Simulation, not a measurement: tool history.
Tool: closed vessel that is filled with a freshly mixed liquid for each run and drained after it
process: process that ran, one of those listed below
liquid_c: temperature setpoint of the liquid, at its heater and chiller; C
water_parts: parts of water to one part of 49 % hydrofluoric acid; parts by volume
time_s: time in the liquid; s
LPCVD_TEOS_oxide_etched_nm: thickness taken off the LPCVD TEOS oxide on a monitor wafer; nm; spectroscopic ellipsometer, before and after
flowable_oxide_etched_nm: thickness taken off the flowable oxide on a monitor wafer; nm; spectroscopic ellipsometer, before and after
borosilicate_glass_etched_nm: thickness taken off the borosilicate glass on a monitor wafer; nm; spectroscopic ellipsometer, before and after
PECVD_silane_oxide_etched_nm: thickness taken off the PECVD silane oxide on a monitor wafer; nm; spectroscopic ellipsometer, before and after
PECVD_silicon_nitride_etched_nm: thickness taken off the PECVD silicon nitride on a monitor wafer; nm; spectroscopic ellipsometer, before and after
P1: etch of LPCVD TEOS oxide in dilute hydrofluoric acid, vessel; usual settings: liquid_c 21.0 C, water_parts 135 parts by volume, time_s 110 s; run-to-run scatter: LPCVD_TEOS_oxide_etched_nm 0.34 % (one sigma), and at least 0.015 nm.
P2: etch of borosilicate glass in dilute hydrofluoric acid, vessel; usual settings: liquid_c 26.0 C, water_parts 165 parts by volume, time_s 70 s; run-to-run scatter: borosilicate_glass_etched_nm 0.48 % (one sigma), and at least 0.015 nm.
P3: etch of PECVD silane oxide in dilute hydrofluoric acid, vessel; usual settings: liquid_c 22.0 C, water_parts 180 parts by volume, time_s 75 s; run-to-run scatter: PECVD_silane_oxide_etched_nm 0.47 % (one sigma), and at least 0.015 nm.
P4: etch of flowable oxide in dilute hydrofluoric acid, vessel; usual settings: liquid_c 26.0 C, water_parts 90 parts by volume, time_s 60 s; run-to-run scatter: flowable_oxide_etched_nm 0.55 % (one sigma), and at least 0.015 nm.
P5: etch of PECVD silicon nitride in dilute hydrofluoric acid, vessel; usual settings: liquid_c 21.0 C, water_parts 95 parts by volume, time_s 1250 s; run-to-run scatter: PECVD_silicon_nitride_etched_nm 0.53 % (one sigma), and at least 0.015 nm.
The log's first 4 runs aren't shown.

run,day,process,liquid_c,water_parts,time_s,hours since the thermometer was replaced,hours since the hydrofluoric acid flow meter was replaced,LPCVD_TEOS_oxide_etched_nm,flowable_oxide_etched_nm,borosilicate_glass_etched_nm,PECVD_silane_oxide_etched_nm,PECVD_silicon_nitride_etched_nm
5,0.862,P3,22.0,180,75,606.6,856.2,,,,12.9320,
6,0.979,P5,21.0,95,1250,609.4,859.0,,,,,27.112
7,1.100,P4,26.0,90,100,612.3,861.9,,40.885,,,
8,1.250,P1,21.0,135,110,615.9,865.5,27.445,,,,
9,1.412,P2,26.0,165,130,619.8,869.4,,,21.599,,
10,1.571,P1,17.0,40,110,623.6,873.2,86.547,,,,
11,1.804,P1,21.0,135,170,629.2,878.8,42.280,,,,
12,1.967,P5,21.0,95,2460,633.1,882.7,,,,,53.819
13,2.125,P4,26.0,160,60,636.9,886.5,,12.627,,,
14,2.354,P4,26.0,90,60,642.4,892.0,,24.154,,,
15,2.575,P1,24.5,135,30,647.7,897.3,8.585,,,,
16,2.758,P2,26.0,90,70,652.1,901.7,,,23.398,,
17,2.946,P2,30.5,165,70,656.6,906.2,,,13.783,,
18,3.104,P1,21.0,135,110,660.4,910.0,27.476,,,,
19,3.321,P1,17.0,135,110,665.6,915.2,23.278,,,,
20,3.458,P1,21.0,190,110,668.9,918.5,18.358,,,,
21,3.667,P1,29.0,135,110,673.9,923.5,37.522,,,,
22,3.850,P3,30.5,180,75,678.3,927.9,,,,17.5750,
23,3.988,P1,21.0,135,110,681.6,931.2,27.273,,,,
24,4.171,P5,27.5,95,1250,686.0,935.6,,,,,41.690
25,4.375,P1,21.0,135,110,690.9,940.5,27.429,,,,
26,4.567,P3,22.0,180,30,695.5,945.1,,,,5.1828,
27,4.758,P1,21.0,45,110,700.1,949.7,91.702,,,,
28,4.888,P3,22.0,275,75,703.2,952.8,,,,7.7466,
29,5.062,P5,21.0,20,1250,707.4,957.0,,,,,122.290

Forecast run 30:
30,5.288,P1,21.0,135,60,712.8,962.4,?,,,,

{"run 30": {"LPCVD_TEOS_oxide_etched_nm": 15.069}}
